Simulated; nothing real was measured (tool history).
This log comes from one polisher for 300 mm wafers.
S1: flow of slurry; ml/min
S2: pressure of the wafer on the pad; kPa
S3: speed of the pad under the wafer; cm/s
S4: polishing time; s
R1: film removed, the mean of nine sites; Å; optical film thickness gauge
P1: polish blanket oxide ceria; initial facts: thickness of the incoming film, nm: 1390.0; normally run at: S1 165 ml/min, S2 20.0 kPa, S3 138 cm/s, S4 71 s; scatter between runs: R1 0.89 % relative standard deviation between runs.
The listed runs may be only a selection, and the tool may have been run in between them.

{"run": 1, "hour": 5.5, "S1": 165, "S2": 20.0, "S3": 138, "S4": 71, "R1": 3656.8}
{"run": 2, "hour": 11.9, "S1": 165, "S2": 20.0, "S3": 138, "S4": 34, "R1": 1778.1}
{"run": 3, "hour": 18.9, "S1": 165, "S2": 20.0, "S3": 138, "S4": 71, "R1": 3701.7}
{"run": 4, "hour": 22.4, "S1": 165, "S2": 30.3, "S3": 138, "S4": 71, "R1": 5621.0}
{"run": 5, "hour": 29.1, "S1": 100, "S2": 20.0, "S3": 138, "S4": 71, "R1": 3356.4}
{"run": 6, "hour": 35.0, "S1": 260, "S2": 20.0, "S3": 138, "S4": 71, "R1": 3920.4}
{"run": 7, "hour": 42.1, "S1": 165, "S2": 20.0, "S3": 138, "S4": 71, "R1": 3658.8}
{"run": 8, "hour": 47.8, "S1": 165, "S2": 20.0, "S3": 138, "S4": 71, "R1": 3666.4}
{"run": 9, "hour": 51.2, "S1": 165, "S2": 20.0, "S3": 204, "S4": 71, "R1": 5412.6}
{"run": 10, "hour": 57.2, "S1": 165, "S2": 20.0, "S3": 138, "S4": 89, "R1": 4648.7}
{"run": 11, "hour": 64.0, "S1": 165, "S2": 20.0, "S3": 138, "S4": 71, "R1": 3677.3}
{"run": 12, "hour": 69.7, "S1": 165, "S2": 20.0, "S3": 70, "S4": 71, "R1": 1863.1}
{"run": 13, "hour": 73.3, "S1": 100, "S2": 20.0, "S3": 202, "S4": 71, "R1": 4814.7}
{"run": 14, "hour": 77.2, "S1": 165, "S2": 20.0, "S3": 138, "S4": 71, "R1": 3670.7}
{"hour": 81.4, "done": "slurry nozzle cleaned"}
{"run": 15, "hour": 84.4, "S1": 165, "S2": 9.0, "S3": 138, "S4": 71, "R1": 1657.3}
{"run": 16, "hour": 91.5, "S1": 165, "S2": 20.0, "S3": 138, "S4": 71, "R1": 3631.1}
{"run": 17, "hour": 97.1, "S1": 165, "S2": 20.0, "S3": 138, "S4": 71, "R1": 3630.6}
{"hour": 103.3, "done": "head pressure recalibrated"}
{"run": 18, "hour": 103.3, "S1": 165, "S2": 20.0, "S3": 138, "S4": 71, "R1": 3552.3}
{"run": 19, "hour": 109.0, "S1": 165, "S2": 20.0, "S3": 138, "S4": 71, "R1": 3519.0}

The next listed run, before its measurement:
{"run": 20, "hour": 115.9, "S1": 165, "S2": 20.0, "S3": 138, "S4": 71, "R1": "?"}

For run 20 the tool returned R1 3417.4 Å.

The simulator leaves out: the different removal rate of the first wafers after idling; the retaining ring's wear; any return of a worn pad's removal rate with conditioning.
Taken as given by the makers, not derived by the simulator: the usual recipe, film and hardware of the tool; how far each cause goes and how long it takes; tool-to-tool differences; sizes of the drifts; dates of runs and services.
